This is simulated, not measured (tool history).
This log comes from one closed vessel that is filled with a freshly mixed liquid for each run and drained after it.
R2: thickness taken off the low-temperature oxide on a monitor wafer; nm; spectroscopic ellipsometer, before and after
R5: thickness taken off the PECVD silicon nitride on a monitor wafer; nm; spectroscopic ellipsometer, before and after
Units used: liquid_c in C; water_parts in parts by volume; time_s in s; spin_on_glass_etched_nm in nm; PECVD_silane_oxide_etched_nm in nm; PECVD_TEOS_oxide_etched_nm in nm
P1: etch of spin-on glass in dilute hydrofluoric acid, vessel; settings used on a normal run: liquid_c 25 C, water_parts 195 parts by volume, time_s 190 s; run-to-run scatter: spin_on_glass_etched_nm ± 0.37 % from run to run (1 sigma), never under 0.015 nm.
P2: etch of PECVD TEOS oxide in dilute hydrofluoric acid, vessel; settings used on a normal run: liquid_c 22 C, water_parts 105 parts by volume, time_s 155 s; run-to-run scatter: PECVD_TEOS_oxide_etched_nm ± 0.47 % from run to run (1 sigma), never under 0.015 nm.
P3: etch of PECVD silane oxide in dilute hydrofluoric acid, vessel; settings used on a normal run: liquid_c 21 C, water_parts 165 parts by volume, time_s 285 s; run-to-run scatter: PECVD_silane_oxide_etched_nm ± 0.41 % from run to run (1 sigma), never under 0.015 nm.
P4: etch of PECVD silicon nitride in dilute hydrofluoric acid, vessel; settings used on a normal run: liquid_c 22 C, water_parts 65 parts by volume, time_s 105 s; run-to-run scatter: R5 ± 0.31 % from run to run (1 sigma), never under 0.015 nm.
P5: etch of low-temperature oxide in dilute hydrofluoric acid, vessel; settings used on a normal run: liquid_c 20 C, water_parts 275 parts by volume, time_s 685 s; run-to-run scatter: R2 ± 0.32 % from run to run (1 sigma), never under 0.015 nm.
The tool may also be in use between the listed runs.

Run 1, hour 5.2: process P1, liquid_c 25 C, water_parts 195 parts by volume, time_s 190 s. Result: spin_on_glass_etched_nm 39.988 nm.
Run 2, hour 10: process P1, liquid_c 18.5 C, water_parts 195 parts by volume, time_s 75 s. Result: spin_on_glass_etched_nm 12.308 nm.
Run 3, hour 15.1: process P5, liquid_c 20 C, water_parts 275 parts by volume, time_s 685 s. Result: R2 44.302 nm.
At hour 15.8: hydrofluoric acid flow meter replaced.
Run 4, hour 17.7: process P1, liquid_c 25 C, water_parts 310 parts by volume, time_s 190 s. Result: spin_on_glass_etched_nm 22.385 nm.
Run 5, hour 20.8: process P3, liquid_c 21 C, water_parts 165 parts by volume, time_s 415 s. Result: PECVD_silane_oxide_etched_nm 65.926 nm.
Run 6, hour 24: process P1, liquid_c 25 C, water_parts 195 parts by volume, time_s 190 s. Result: spin_on_glass_etched_nm 40.031 nm.
Run 7, hour 29: process P2, liquid_c 29.5 C, water_parts 105 parts by volume, time_s 155 s. Result: PECVD_TEOS_oxide_etched_nm 26.061 nm.
At hour 30.8: thermometer replaced.
Run 8, hour 34.2: process P3, liquid_c 17 C, water_parts 165 parts by volume, time_s 285 s. Result: PECVD_silane_oxide_etched_nm 38.188 nm.
Run 9, hour 38.1: process P3, liquid_c 21 C, water_parts 165 parts by volume, time_s 285 s. Result: PECVD_silane_oxide_etched_nm 45.124 nm.
Run 10, hour 40.6: process P2, liquid_c 22 C, water_parts 105 parts by volume, time_s 155 s. Result: PECVD_TEOS_oxide_etched_nm 19.823 nm.
Run 11, hour 44.1: process P4, liquid_c 22 C, water_parts 65 parts by volume, time_s 175 s. Result: R5 12.814 nm.
Run 12, hour 48.5: process P4, liquid_c 22 C, water_parts 110 parts by volume, time_s 105 s. Result: R5 4.6028 nm.
Run 13, hour 51.4: process P1, liquid_c 31 C, water_parts 195 parts by volume, time_s 190 s. Result: spin_on_glass_etched_nm 49.558 nm.
Run 14, hour 53.8: process P1, liquid_c 20.5 C, water_parts 195 parts by volume, time_s 190 s. Result: spin_on_glass_etched_nm 33.497 nm.
Run 15, hour 57.4: process P1, liquid_c 20.5 C, water_parts 275 parts by volume, time_s 190 s. Result: spin_on_glass_etched_nm 22.165 nm.
Run 16, hour 62.5: process P4, liquid_c 22 C, water_parts 65 parts by volume, time_s 105 s. Result: R5 7.6992 nm.
Run 17, hour 67.2: process P1, liquid_c 25 C, water_parts 195 parts by volume, time_s 285 s. Result: spin_on_glass_etched_nm 59.72 nm.
Run 18, hour 70.1: process P1, liquid_c 25 C, water_parts 195 parts by volume, time_s 190 s. Result: spin_on_glass_etched_nm 40.048 nm.
Run 19, hour 74.1: process P3, liquid_c 21 C, water_parts 165 parts by volume, time_s 285 s. Result: PECVD_silane_oxide_etched_nm 45.041 nm.
Run 20, hour 78.3: process P5, liquid_c 20 C, water_parts 275 parts by volume, time_s 685 s. Result: R2 44.131 nm.
Run 21, hour 82: process P5, liquid_c 20 C, water_parts 275 parts by volume, time_s 1085 s. Result: R2 70.044 nm.
Run 22, hour 85.6: process P1, liquid_c 25 C, water_parts 195 parts by volume, time_s 190 s. Result: spin_on_glass_etched_nm 40.156 nm.
Run 23, hour 90.3: process P5, liquid_c 17 C, water_parts 275 parts by volume, time_s 685 s. Result: R2 39.713 nm.
Run 24, hour 93.8: process P4, liquid_c 22 C, water_parts 65 parts by volume, time_s 105 s. Result: R5 7.6993 nm.
Run 25, hour 96.2: process P1, liquid_c 25 C, water_parts 65 parts by volume, time_s 190 s. Result: spin_on_glass_etched_nm 141.21 nm.
Run 26, hour 101: process P1, liquid_c 25 C, water_parts 195 parts by volume, time_s 40 s. Result: spin_on_glass_etched_nm 8.4457 nm.
Run 27, hour 105.3: process P1, liquid_c 25 C, water_parts 195 parts by volume, time_s 190 s. Result: spin_on_glass_etched_nm 40.219 nm.
Run 28, hour 109.9: process P3, liquid_c 21 C, water_parts 225 parts by volume, time_s 285 s. Result: PECVD_silane_oxide_etched_nm 31.021 nm.
Run 29, hour 114.1: process P2, liquid_c 22 C, water_parts 105 parts by volume, time_s 50 s. Result: PECVD_TEOS_oxide_etched_nm 6.3487 nm.
Run 30, hour 117.4: process P4, liquid_c 17.5 C, water_parts 65 parts by volume, time_s 105 s. Result: R5 5.6519 nm.
Run 31, hour 122.4: process P5, liquid_c 20 C, water_parts 490 parts by volume, time_s 685 s. Result: R2 20.721 nm.
Run 32, hour 127.2: process P2, liquid_c 22 C, water_parts 55 parts by volume, time_s 155 s. Result: PECVD_TEOS_oxide_etched_nm 39.899 nm.
Run 33, hour 131.9: process P1, liquid_c 25 C, water_parts 120 parts by volume, time_s 75 s. Result: spin_on_glass_etched_nm 28.106 nm.
Run 34, hour 135.5: process P1, liquid_c 25 C, water_parts 195 parts by volume, time_s 190 s. Result: spin_on_glass_etched_nm 39.971 nm.
Run 35, hour 139.9: process P1, liquid_c 25 C, water_parts 195 parts by volume, time_s 190 s. Result: spin_on_glass_etched_nm 39.034 nm.
Run 36, hour 142.7: process P1, liquid_c 25 C, water_parts 195 parts by volume, time_s 190 s. Result: spin_on_glass_etched_nm 38.886 nm.
Run 37, hour 148.1: process P1, liquid_c 25 C, water_parts 195 parts by volume, time_s 190 s. Result: spin_on_glass_etched_nm 38.161 nm.
Run 38, hour 153.2: process P1, liquid_c 25 C, water_parts 195 parts by volume, time_s 190 s. Result: spin_on_glass_etched_nm 38.282 nm.
Run 39, hour 156.2: process P1, liquid_c 25 C, water_parts 195 parts by volume, time_s 190 s. Result: spin_on_glass_etched_nm 37.894 nm.
Run 40, hour 161.2: process P1, liquid_c 25 C, water_parts 195 parts by volume, time_s 190 s. Result: spin_on_glass_etched_nm 37.828 nm.
Run 41, hour 164.3: process P1, liquid_c 25 C, water_parts 195 parts by volume, time_s 190 s. Result: spin_on_glass_etched_nm 38.026 nm.
Run 42, hour 167.8: process P1, liquid_c 25 C, water_parts 195 parts by volume, time_s 190 s. Result: spin_on_glass_etched_nm 37.929 nm.
Run 43, hour 170.9: process P1, liquid_c 25 C, water_parts 195 parts by volume, time_s 190 s. Result: spin_on_glass_etched_nm 37.788 nm.
Run 44, hour 174.6: process P1, liquid_c 25 C, water_parts 195 parts by volume, time_s 190 s. Result: spin_on_glass_etched_nm 37.921 nm.

The log shows P1 creeping away from where it was. Any of the 2 causes listed here, at the size stated for it, fits the log just as well as the others:
A: hydrofluoric acid flow below the setpoint (%) = 4.75
B: liquid colder than its thermometer reads (K) = 1.61
The drift started at roughly hour 135.5.

Each of the 4 check runs below uses one wafer; its results are left as question marks. Which run tells the causes apart?
Run check 1, hour 178.3: process P2, liquid_c 22 C, water_parts 105 parts by volume, time_s 155 s. Result: PECVD_TEOS_oxide_etched_nm ?.
Run check 2, hour 178.3: process P3, liquid_c 21 C, water_parts 165 parts by volume, time_s 285 s. Result: PECVD_silane_oxide_etched_nm ?.
Run check 3, hour 178.3: process P5, liquid_c 20 C, water_parts 275 parts by volume, time_s 685 s. Result: R2 ?.
Run check 4, hour 178.3: process P4, liquid_c 22 C, water_parts 65 parts by volume, time_s 105 s. Result: R5 ?.

Predicted outcomes, by check and by cause:
  check                        result    if A    if B
check 1    PECVD_TEOS_oxide_etched_nm  18.589  18.396
check 2  PECVD_silane_oxide_etched_nm  42.643  42.383
check 3                            R2  41.723  41.762
check 4                            R5  7.3561  6.9103
Gap, in per cent, between the two causes that each check separates least, read from the result that separates them most: check 1 1.04 %; check 2 0.61 %; check 3 0.09 %; check 4 6.25 %
Only in check 4 would the causes give clearly different results; in the remaining checks their results would be nearly the same.

Check 4 was then run and gave: R5 7.3265 nm. Which cause is it?

A is the cause: hydrofluoric acid flow below the setpoint (%).
